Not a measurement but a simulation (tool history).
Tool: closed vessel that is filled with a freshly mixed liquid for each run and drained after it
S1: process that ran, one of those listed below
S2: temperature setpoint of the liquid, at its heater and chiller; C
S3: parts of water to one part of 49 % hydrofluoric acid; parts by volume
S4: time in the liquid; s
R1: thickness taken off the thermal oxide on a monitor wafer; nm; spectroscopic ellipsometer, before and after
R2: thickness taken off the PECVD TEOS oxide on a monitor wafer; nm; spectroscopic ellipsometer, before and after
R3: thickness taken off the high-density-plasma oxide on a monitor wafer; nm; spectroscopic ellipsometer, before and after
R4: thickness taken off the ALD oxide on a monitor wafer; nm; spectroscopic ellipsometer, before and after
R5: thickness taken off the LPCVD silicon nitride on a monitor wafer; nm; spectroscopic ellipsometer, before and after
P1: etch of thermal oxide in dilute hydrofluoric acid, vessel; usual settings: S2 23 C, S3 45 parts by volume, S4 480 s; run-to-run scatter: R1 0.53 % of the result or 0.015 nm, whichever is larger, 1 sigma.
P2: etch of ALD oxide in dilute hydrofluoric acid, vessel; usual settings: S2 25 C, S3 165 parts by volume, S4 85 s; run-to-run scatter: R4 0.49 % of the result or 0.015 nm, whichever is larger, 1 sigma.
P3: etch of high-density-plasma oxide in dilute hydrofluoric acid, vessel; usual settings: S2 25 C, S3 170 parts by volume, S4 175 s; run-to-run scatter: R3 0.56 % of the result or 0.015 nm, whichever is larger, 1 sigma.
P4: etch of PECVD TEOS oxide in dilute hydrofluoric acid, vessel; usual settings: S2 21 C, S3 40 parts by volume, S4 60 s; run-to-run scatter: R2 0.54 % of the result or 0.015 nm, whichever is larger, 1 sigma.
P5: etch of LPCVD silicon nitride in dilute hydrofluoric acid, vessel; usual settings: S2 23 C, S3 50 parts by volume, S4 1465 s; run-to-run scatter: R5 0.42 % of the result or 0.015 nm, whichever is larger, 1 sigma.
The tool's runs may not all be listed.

run,hour,S1,S2,S3,S4,R1,R2,R3,R4,R5
1,5.8,P1,23,45,480,54.685,,,,
2,12.1,P1,23,45,480,54.208,,,,
3,17.2,P4,21,25,60,,52.55,,,
4,23.2,P3,25,35,175,,,38.289,,
5,28,P1,23,45,480,55.014,,,,
6,33.7,P1,23,45,480,54.791,,,,
7,38.5,P4,21,40,60,,32.436,,,
8,45.8,P4,21,40,30,,16.345,,,
9,53,P2,25,165,160,,,,14.572,
10,59.1,P1,28.5,45,480,68.761,,,,
11,66.3,P5,23,50,245,,,,,2.263
12,70.7,P1,17,45,480,42.031,,,,
13,74.3,P1,23,20,480,127.31,,,,
14,78,P3,25,170,175,,,6.6698,,
15,83.2,P5,23,70,1465,,,,,9.7485
16,90.5,P4,25,40,60,,38.156,,,
17,94.5,P5,23,50,1465,,,,,13.615
18,101.3,P5,27,50,1465,,,,,17.931
19,105,P1,23,45,955,110.18,,,,
20,111,P1,23,45,225,25.772,,,,
21,117,P1,23,45,480,54.417,,,,
22,121.8,P1,29,45,915,133.1,,,,
23,129.6,P3,17,170,175,,,4.8743,,
24,135.6,P2,17,165,85,,,,5.6515,
25,142.4,P3,25,170,315,,,12.07,,
26,149.4,P1,23,70,480,33.841,,,,
27,157.4,P1,23,45,480,54.745,,,,
28,162.8,P2,25,50,85,,,,29.294,
29,167.8,P1,23,45,480,54.194,,,,
30,175.8,P2,25,165,85,,,,7.7057,
31,179.7,P1,23,45,480,54.8,,,,
32,185.5,P1,23,45,480,53.517,,,,
33,189.7,P1,23,45,480,51.771,,,,
34,196.2,P1,23,45,480,51,,,,
35,201.8,P1,23,45,480,50.303,,,,
36,205.6,P1,23,45,480,49.659,,,,
37,213.7,P1,23,45,480,49.773,,,,
38,217.2,P1,23,45,480,49.226,,,,
39,225.2,P1,23,45,480,49.825,,,,
40,231,P1,23,45,480,49.696,,,,

What P1 gives has crept away from where it was. These 2 causes fit the log equally well, each at the size given:
A: liquid colder than its thermometer reads (K) = 2.29
B: hydrofluoric acid flow below the setpoint (%) = 8.64
The creep began at about hour 179.7.

4 check runs are offered, one wafer each, their results left as question marks. Which one tells the causes apart?
check 1,236.8,P3,19,170,295,,,?,,
check 2,236.8,P2,17,165,115,,,,?,
check 3,236.8,P5,23,70,725,,,,,?
check 4,236.8,P4,24.5,40,60,,?,,,

What each check would give under each cause:
check,result,if A,if B
check 1,R3,8.1213,8.0072
check 2,R4,6.975,6.8995
check 3,R5,4.1561,4.4433
check 4,R2,34.043,34.045
How far apart the two closest causes lie, in the result that separates them most: check 1 1.41 %; check 2 1.09 %; check 3 6.68 %; check 4 0.01 %
Only check 3 tells the causes apart: in the others they would give nearly the same result.

Check 3 was then run and gave: R5 4.4739 nm. Which cause is it?

It is B: hydrofluoric acid flow below the setpoint (%).
